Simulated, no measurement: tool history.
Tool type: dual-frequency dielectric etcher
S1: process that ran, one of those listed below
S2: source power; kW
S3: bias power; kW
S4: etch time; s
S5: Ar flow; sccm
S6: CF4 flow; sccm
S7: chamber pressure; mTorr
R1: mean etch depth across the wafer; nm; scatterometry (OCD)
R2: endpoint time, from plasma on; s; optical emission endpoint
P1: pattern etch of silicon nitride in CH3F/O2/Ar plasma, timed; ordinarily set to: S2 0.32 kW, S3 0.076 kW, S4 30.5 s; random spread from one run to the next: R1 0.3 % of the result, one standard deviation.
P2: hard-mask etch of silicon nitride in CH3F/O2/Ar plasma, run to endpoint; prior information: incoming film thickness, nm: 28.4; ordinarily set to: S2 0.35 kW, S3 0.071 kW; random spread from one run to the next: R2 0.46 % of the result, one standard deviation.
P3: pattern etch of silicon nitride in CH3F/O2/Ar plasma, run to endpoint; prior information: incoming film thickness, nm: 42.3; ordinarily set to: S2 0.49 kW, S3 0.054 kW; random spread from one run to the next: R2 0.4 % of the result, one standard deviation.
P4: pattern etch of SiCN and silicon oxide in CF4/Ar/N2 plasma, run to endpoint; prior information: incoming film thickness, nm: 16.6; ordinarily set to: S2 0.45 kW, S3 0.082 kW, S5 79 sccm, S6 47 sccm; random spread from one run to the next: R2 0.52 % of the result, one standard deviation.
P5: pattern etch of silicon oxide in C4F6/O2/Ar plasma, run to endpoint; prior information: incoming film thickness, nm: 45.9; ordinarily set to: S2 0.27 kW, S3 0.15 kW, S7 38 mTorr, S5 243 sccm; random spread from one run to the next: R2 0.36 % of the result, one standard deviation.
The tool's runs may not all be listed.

run	hour	S1	S2	S3	S4	S5	S6	S7	R1	R2
1	3.8	P1	0.32	0.076	30.5				20.438	
2	9.7	P1	0.43	0.076	30.5				22.927	
3	12.9	P4	0.45	0.082		79	47			19.154
4	18.7	P3	0.49	0.054						63.566
5	24.4	P4	0.45	0.057		79	47			21.53
6	31.7	P4	0.45	0.082		79	65			18.148
7	39.1	P5	0.27	0.15		243		38		18.304
8	45.6	P4	0.45	0.082		105	47			19.878
9	49.8	P4	0.61	0.082		79	47			14.542
10	54.3	P1	0.32	0.076	42.5				28.554	
11	59.8	P2	0.35	0.071						43.71
12	64	P3	0.36	0.054						71.808
13	67.5	P1	0.32	0.076	30.5				20.392	
14	71.2	P2	0.46	0.071						39.373
15	76.7	P1	0.32	0.052	30.5				17.98	
16	83	P3	0.49	0.07						57.623
17	89.2	P5	0.27	0.15		243		53		19.007
18	94.8	P5	0.37	0.15		243		38		16.136
19	101.6	P1	0.32	0.076	30.5				20.482	
20	106.2	P1	0.44	0.05	30.5				20.22	
21	109.8	P1	0.32	0.076	30.5				20.498	
22	115.3	P1	0.32	0.095	30.5				22.097	
23	118.6	P1	0.24	0.076	30.5				18.385	
24	122.2	P5	0.27	0.15		243		38		18.442
25	127.9	P1	0.32	0.076	30.5				20.436	
26	132.8	P1	0.32	0.076	19.5				13.074	
27	136.8	P2	0.35	0.042						51.909
28	142.1	P5	0.27	0.212		243		38		16.409
29	149.1	P5	0.27	0.15		329		38		19.031
30	154.4	P3	0.49	0.054						62.966
31	160.3	P1	0.32	0.076	30.5				20.472	
32	164.2	P1	0.32	0.076	30.5				20.488	
33	171	P1	0.32	0.076	30.5				20.24	

Estimate the outcome of run 34 from the log above:
34	175.9	P1	0.32	0.076	30.5				?	

{"run 34": {"R1": 20.25}}

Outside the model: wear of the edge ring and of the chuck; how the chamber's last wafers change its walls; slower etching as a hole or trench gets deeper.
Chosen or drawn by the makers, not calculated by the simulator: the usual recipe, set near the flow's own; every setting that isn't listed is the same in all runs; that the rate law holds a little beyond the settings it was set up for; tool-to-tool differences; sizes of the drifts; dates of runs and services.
